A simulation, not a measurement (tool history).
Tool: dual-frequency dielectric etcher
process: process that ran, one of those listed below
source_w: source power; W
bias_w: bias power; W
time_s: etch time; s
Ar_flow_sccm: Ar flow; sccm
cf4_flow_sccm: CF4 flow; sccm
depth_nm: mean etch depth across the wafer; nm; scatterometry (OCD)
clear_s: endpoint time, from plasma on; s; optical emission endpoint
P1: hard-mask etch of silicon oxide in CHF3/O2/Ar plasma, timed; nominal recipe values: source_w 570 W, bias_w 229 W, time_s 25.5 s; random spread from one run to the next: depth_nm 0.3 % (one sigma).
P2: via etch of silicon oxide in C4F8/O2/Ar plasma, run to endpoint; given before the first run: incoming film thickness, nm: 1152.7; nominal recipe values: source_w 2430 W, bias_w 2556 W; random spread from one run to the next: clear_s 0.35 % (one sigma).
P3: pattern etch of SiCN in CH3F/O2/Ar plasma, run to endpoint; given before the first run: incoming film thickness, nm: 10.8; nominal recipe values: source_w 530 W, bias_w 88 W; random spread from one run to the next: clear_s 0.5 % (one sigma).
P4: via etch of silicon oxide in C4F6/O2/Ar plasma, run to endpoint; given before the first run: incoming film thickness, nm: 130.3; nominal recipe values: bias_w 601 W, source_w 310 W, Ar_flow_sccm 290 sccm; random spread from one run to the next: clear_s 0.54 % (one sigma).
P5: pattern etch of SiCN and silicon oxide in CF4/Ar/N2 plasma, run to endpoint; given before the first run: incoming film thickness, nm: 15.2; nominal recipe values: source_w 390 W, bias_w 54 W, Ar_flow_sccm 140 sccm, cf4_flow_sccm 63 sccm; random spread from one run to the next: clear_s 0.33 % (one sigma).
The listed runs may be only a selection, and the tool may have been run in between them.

run,hour,process,source_w,bias_w,time_s,Ar_flow_sccm,cf4_flow_sccm,depth_nm,clear_s
1,4.0,P1,570,229,25.5,,,53.237,
2,7.4,P5,390,54,,140,63,,23.843
3,10.2,P1,570,229,25.5,,,53.592,
4,15.1,P2,2430,2556,,,,,191.020
5,18.6,P5,390,76,,140,63,,21.164
6,23.1,P1,750,229,32.0,,,74.565,
7,27.8,P4,310,601,,406,,,30.509
8,32.7,P1,570,229,25.5,,,53.612,
9,38.0,P4,310,774,,290,,,26.675
10,40.6,P1,570,229,25.5,,,53.472,
11,44.0,P4,310,601,,290,,,29.397
12,47.1,P1,570,229,25.5,,,53.453,
13,50.3,P2,1540,2556,,,,,228.280
14,54.4,P1,570,229,31.5,,,66.216,
15,57.3,P3,310,88,,,,,29.541
16,61.6,P3,530,65,,,,,26.885
17,64.8,P5,310,54,,140,63,,29.299
18,68.3,P1,390,229,25.5,,,46.167,
19,70.7,P1,690,229,25.5,,,57.254,
20,74.6,P5,390,54,,140,37,,26.373
# hour 75.9: source power generator calibrated
21,79.4,P4,210,601,,290,,,33.681
22,82.5,P1,570,229,15.0,,,31.469,
23,87.6,P2,2430,3604,,,,,172.100
24,91.8,P3,530,88,,,,,24.211
25,96.9,P1,570,155,25.5,,,46.777,
26,99.2,P5,390,54,,87,63,,21.980
27,104.5,P1,570,229,25.5,,,53.352,
28,109.1,P1,570,291,25.5,,,58.257,
29,114.3,P2,2430,2556,,,,,190.930
30,119.1,P5,390,54,,140,63,,23.931
31,122.7,P1,570,229,25.5,,,53.330,
32,126.4,P1,570,229,25.5,,,53.292,
33,131.2,P1,570,229,25.5,,,52.767,
34,134.2,P1,570,229,25.5,,,52.789,
35,137.4,P1,570,229,25.5,,,52.889,
36,142.0,P1,570,229,25.5,,,52.866,
37,144.5,P1,570,229,25.5,,,52.824,
38,148.5,P1,570,229,25.5,,,52.831,
# hour 151.6: wet clean of the chamber
39,153.7,P1,570,229,25.5,,,52.761,
40,157.7,P1,570,229,25.5,,,52.473,
41,160.5,P1,570,229,25.5,,,52.610,
42,164.8,P1,570,229,25.5,,,52.601,

The output of P1 has drifted from where it used to be. Each of the 2 causes below, taken at the size shown beside it, accounts for the log equally well:
A: bias power that arrives under what is set, % = 4.22
B: source power that arrives under what is set, % = 3.94
Onset of the creep was near hour 122.7.
Why every other cause is out:
chamber walls in a state that lowers the etch rate, %: serviced at hour 151.6, after the drift had started, without restoring the earlier output

Which of the 4 check runs listed below, each an average over 2 wafers with its results shown as question marks, gives clearly different results under the different listed causes?
check 1,169.1,P4,310,769,,400,,,?
check 2,169.1,P2,1560,2556,,,,,?
check 3,169.1,P3,340,66,,,,,?
check 4,169.1,P5,390,54,,92,47,,?

Expected result of each check under each candidate cause:
check,result,if A,if B
check 1,clear_s,28.169,28.094
check 2,clear_s,230.820,231.410
check 3,clear_s,32.215,32.217
check 4,clear_s,23.747,24.251
Distance between the nearest two causes, measured in the result of the check that separates them most: check 1 0.27 %; check 2 0.26 %; check 3 0.01 %; check 4 2.1 %
Only check 4 tells the causes apart: in the others they would give nearly the same result.

Then check 4 was run and gave: clear_s 24.278 s. Which cause is it?

Of the candidate causes, it is B: source power that arrives under what is set, %.
